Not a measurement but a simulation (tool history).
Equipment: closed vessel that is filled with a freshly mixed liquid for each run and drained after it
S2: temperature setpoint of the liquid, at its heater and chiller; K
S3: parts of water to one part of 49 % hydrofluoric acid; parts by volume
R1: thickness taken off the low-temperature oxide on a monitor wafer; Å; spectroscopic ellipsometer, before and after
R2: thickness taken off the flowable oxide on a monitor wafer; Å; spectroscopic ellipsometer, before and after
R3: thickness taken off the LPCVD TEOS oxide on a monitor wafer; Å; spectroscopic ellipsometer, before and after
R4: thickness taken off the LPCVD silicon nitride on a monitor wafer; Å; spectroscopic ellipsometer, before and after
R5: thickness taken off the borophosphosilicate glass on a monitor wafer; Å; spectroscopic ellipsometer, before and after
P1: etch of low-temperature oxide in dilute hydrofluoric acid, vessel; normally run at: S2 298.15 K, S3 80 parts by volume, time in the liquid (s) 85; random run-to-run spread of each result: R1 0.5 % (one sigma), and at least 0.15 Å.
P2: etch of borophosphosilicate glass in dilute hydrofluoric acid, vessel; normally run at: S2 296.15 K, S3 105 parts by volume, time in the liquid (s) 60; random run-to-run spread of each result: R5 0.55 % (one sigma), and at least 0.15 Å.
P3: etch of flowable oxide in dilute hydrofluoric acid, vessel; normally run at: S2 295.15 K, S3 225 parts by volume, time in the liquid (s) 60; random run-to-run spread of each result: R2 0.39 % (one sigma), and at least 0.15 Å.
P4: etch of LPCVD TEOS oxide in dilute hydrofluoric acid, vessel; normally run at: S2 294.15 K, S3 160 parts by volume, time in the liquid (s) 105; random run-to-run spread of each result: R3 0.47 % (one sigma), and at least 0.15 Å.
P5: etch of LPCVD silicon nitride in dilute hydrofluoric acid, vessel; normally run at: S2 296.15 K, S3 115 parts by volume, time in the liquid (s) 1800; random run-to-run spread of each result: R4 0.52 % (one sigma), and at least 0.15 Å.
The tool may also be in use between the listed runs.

Run 1, day 0.288: process that ran P1, S2 298.15 K, S3 80 parts by volume, time in the liquid (s) 85. Result: R1 225.31 Å.
Run 2, day 0.771: process that ran P3, S2 295.15 K, S3 40 parts by volume, time in the liquid (s) 60. Result: R2 584.63 Å.
Run 3, day 1.204: process that ran P4, S2 294.15 K, S3 160 parts by volume, time in the liquid (s) 105. Result: R3 289.96 Å.
Run 4, day 1.521: process that ran P1, S2 298.15 K, S3 80 parts by volume, time in the liquid (s) 85. Result: R1 226.84 Å.
Run 5, day 1.825: process that ran P4, S2 294.15 K, S3 160 parts by volume, time in the liquid (s) 30. Result: R3 82.416 Å.
Run 6, day 2.246: process that ran P4, S2 298.65 K, S3 160 parts by volume, time in the liquid (s) 105. Result: R3 344.07 Å.
Run 7, day 2.688: process that ran P3, S2 301.15 K, S3 225 parts by volume, time in the liquid (s) 60. Result: R2 104.52 Å.
Run 8, day 3.108: process that ran P1, S2 298.15 K, S3 80 parts by volume, time in the liquid (s) 155. Result: R1 412.91 Å.
Run 9, day 3.558: process that ran P1, S2 298.15 K, S3 30 parts by volume, time in the liquid (s) 85. Result: R1 648.24 Å.
Run 10, day 4.025: process that ran P1, S2 291.65 K, S3 80 parts by volume, time in the liquid (s) 85. Result: R1 173.84 Å.
Run 11, day 4.521: process that ran P1, S2 305.65 K, S3 145 parts by volume, time in the liquid (s) 85. Result: R1 150.52 Å.
Run 12, day 4.896: process that ran P4, S2 294.15 K, S3 35 parts by volume, time in the liquid (s) 105. Result: R3 1525.9 Å.
Run 13, day 5.283: process that ran P5, S2 296.15 K, S3 115 parts by volume, time in the liquid (s) 1800. Result: R4 86.129 Å.
Run 14, day 5.758: process that ran P1, S2 293.15 K, S3 125 parts by volume, time in the liquid (s) 85. Result: R1 112.73 Å.
Run 15, day 6.221: process that ran P5, S2 296.15 K, S3 115 parts by volume, time in the liquid (s) 2770. Result: R4 133.24 Å.
Run 16, day 6.529: process that ran P3, S2 295.15 K, S3 225 parts by volume, time in the liquid (s) 60. Result: R2 84.022 Å.
Run 17, day 6.888: process that ran P5, S2 300.65 K, S3 115 parts by volume, time in the liquid (s) 1800. Result: R4 117.01 Å.
Run 18, day 7.108: process that ran P1, S2 298.15 K, S3 80 parts by volume, time in the liquid (s) 85. Result: R1 226.87 Å.
Run 19, day 7.492: process that ran P4, S2 294.15 K, S3 160 parts by volume, time in the liquid (s) 105. Result: R3 290.15 Å.
Run 20, day 7.888: process that ran P2, S2 296.15 K, S3 165 parts by volume, time in the liquid (s) 60. Result: R5 213.82 Å.
Run 21, day 8.254: process that ran P3, S2 295.15 K, S3 225 parts by volume, time in the liquid (s) 105. Result: R2 147.67 Å.
Run 22, day 8.688: process that ran P3, S2 295.15 K, S3 225 parts by volume, time in the liquid (s) 60. Result: R2 84.991 Å.
Run 23, day 9.033: process that ran P1, S2 298.15 K, S3 80 parts by volume, time in the liquid (s) 85. Result: R1 227.03 Å.
Run 24, day 9.271: process that ran P5, S2 296.15 K, S3 115 parts by volume, time in the liquid (s) 1800. Result: R4 87.818 Å.
Run 25, day 9.521: process that ran P1, S2 298.15 K, S3 80 parts by volume, time in the liquid (s) 85. Result: R1 228.77 Å.
Run 26, day 10.017: process that ran P2, S2 296.15 K, S3 105 parts by volume, time in the liquid (s) 60. Result: R5 362.5 Å.
Run 27, day 10.479: process that ran P2, S2 296.15 K, S3 105 parts by volume, time in the liquid (s) 30. Result: R5 181.02 Å.
Run 28, day 10.967: process that ran P5, S2 296.15 K, S3 30 parts by volume, time in the liquid (s) 1800. Result: R4 323.53 Å.
Run 29, day 11.375: process that ran P1, S2 298.15 K, S3 115 parts by volume, time in the liquid (s) 85. Result: R1 151.69 Å.
Run 30, day 11.762: process that ran P1, S2 298.15 K, S3 80 parts by volume, time in the liquid (s) 40. Result: R1 106.41 Å.

Predict the results of run 31:
Run 31, day 12.096: process that ran P1, S2 304.65 K, S3 80 parts by volume, time in the liquid (s) 85. Result: R1 ?.

{"run 31": {"R1": 292.24}}
